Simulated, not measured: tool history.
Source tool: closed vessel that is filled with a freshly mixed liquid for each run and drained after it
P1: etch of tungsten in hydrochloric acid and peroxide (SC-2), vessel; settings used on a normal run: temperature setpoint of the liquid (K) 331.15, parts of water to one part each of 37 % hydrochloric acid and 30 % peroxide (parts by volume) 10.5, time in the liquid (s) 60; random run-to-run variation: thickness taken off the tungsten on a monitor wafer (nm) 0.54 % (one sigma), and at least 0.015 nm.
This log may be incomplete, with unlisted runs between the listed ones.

run,hour,temperature setpoint of the liquid (K),parts of water to one part each of 37 % hydrochloric acid and 30 % peroxide (parts by volume),time in the liquid (s),hours since the thermometer was replaced,hours since the chemicals flow meter was replaced,hours since the drum of peroxide was connected,thickness taken off the tungsten on a monitor wafer (nm)
1,14.6,331.15,10.5,60,801.0,98.8,246.1,14.7140
2,29.6,331.15,10.5,60,816.0,113.8,261.1,14.7200
3,46.8,331.15,10.5,60,833.2,131.0,278.3,14.8270
4,65.6,331.15,10.5,60,852.0,149.8,297.1,14.6850
5,80.9,331.15,4.0,60,867.3,165.1,312.4,30.6290
6,92.3,331.15,4.0,30,878.7,176.5,323.8,15.3820
7,100.9,315.65,10.5,60,887.3,185.1,332.4,5.2189
8,115.7,331.15,10.5,105,902.1,199.9,347.2,26.0000
9,125.7,342.15,10.5,60,912.1,209.9,357.2,28.8910
10,141.6,331.15,16.0,60,928.0,225.8,373.1,10.2560
11,156.1,331.15,10.5,60,942.5,240.3,387.6,14.7860
12,165.7,331.15,10.5,30,952.1,249.9,397.2,7.3277
13,177.5,331.15,10.5,60,963.9,261.7,409.0,14.9040
14,188.3,331.15,10.5,60,974.7,272.5,419.8,15.1440
15,199.9,331.15,10.5,60,986.3,284.1,431.4,15.3370
16,215.5,331.15,10.5,60,1001.9,299.7,447.0,15.5070
17,225.4,331.15,10.5,60,1011.8,309.6,456.9,15.5750
18,238.9,331.15,10.5,60,1025.3,323.1,470.4,15.5710
19,255.6,331.15,10.5,60,1042.0,339.8,487.1,15.8690
20,264.8,331.15,10.5,60,1051.2,349.0,496.3,15.6440
21,281.9,331.15,10.5,60,1068.3,366.1,513.4,15.8300
22,291.5,331.15,10.5,60,1077.9,375.7,523.0,15.9080
23,306.2,331.15,10.5,60,1092.6,390.4,537.7,15.8200
24,325.4,331.15,10.5,60,1111.8,409.6,556.9,16.0000

Compared with where it was, what P1 gives has crept away. Each cause listed below fits the log as well as the rest, at the size given for it:
A: liquid hotter than its thermometer reads (K) = 1.13
B: chemicals flow above the setpoint (%) = 8.89
Onset of the creep was near hour 177.5.
Every other cause this tool's parts could produce, and why it does not fit the log:
peroxide weaker than its label (%): at its largest 8, which would move thickness taken off the tungsten on a monitor wafer (nm) by -7.4 %, too little to match the creep or of the wrong sign

Which of the check runs below tells the causes apart, meaning the causes would give it clearly different results? Each run uses 3 wafers whose results are averaged, and each result is shown as a question mark.
check 1,344.6,331.15,16.0,60,,,,?
check 2,344.6,316.15,4.0,60,,,,?
check 3,344.6,331.15,15.0,30,,,,?
check 4,344.6,331.15,16.0,85,,,,?

What each check would give under each cause:
check,result,if A,if B
check 1,thickness taken off the tungsten on a monitor wafer (nm),10.9970,11.0390
check 2,thickness taken off the tungsten on a monitor wafer (nm),12.2510,11.9790
check 3,thickness taken off the tungsten on a monitor wafer (nm),5.8219,5.8410
check 4,thickness taken off the tungsten on a monitor wafer (nm),15.5790,15.6390
Distance between the nearest two causes, measured in the result of the check that separates them most: check 1 0.38 %; check 2 2.24 %; check 3 0.33 %; check 4 0.38 %
Check 2 is the one run that separates the causes; every other check would come out nearly the same whichever cause is at work.

Check 2 was carried out, with these results: thickness taken off the tungsten on a monitor wafer (nm) 11.9810. Which of the listed causes is responsible?

The correct cause is B, namely: chemicals flow above the setpoint (%).

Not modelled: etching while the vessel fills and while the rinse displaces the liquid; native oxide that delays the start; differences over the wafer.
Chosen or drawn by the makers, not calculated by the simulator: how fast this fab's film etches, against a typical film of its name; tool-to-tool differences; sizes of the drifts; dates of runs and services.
